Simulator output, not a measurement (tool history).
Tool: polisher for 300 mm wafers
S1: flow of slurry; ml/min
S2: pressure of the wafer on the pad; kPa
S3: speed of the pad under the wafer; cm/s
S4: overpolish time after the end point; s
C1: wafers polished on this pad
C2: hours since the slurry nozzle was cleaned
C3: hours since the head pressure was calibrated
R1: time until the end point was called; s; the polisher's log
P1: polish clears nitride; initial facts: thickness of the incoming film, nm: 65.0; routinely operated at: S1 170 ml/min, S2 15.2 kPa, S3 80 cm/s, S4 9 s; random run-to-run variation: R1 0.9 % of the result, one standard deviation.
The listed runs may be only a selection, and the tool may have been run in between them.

run	hour	S1	S2	S3	S4	C1	C2	C3	R1
1	12.0	170	15.2	80	9	344	197.2	607.6	131.230
2	27.3	170	15.2	38	9	432	212.5	622.9	273.570
3	43.1	170	15.2	80	17	522	228.3	638.7	129.270
4	59.9	115	15.2	100	9	619	245.1	655.5	111.810
5	72.2	170	24.1	80	9	689	257.4	667.8	80.733
6	86.7	170	15.2	80	9	773	271.9	682.3	126.820
7	97.2	255	15.2	80	9	833	282.4	692.8	124.740
8	104.5	230	15.2	112	9	875	289.7	700.1	88.815
9	114.2	170	15.2	80	9	930	299.4	709.8	130.270
10	130.9	170	21.4	114	9	1026	316.1	726.5	64.408
11	142.4	170	15.2	80	9	1092	327.6	738.0	128.460
12	156.0	170	10.3	80	9	1170	341.2	751.6	192.210
13	168.2	100	15.2	80	9	1240	353.4	763.8	142.850
14	184.5	170	15.2	80	3	1334	369.7	780.1	129.620
15	199.4	170	15.2	80	9	1419	384.6	795.0	129.050
16	211.8	170	15.2	118	9	1490	397.0	807.4	87.916
17	227.5	170	15.2	80	9	1581	412.7	823.1	129.710
18	235.2	170	15.2	80	9	1625	420.4	830.8	131.860
19	246.3	170	15.2	80	9	1688	431.5	841.9	133.830
20	258.8	170	15.2	80	9	1760	444.0	854.4	135.530
21	275.6	170	15.2	80	9	1857	460.8	871.2	138.520
# hour 281.6: head pressure recalibrated
22	290.2	170	15.2	80	9	1940	475.4	8.6	139.940
23	299.4	170	15.2	80	9	1993	484.6	17.8	140.690
24	313.4	170	15.2	80	9	2074	498.6	31.8	140.760

Run 25 is up next; what results do you expect?
25	323.9	170	15.2	80	9	2134	509.1	42.3	?

{"run 25": {"R1": 139.93}}
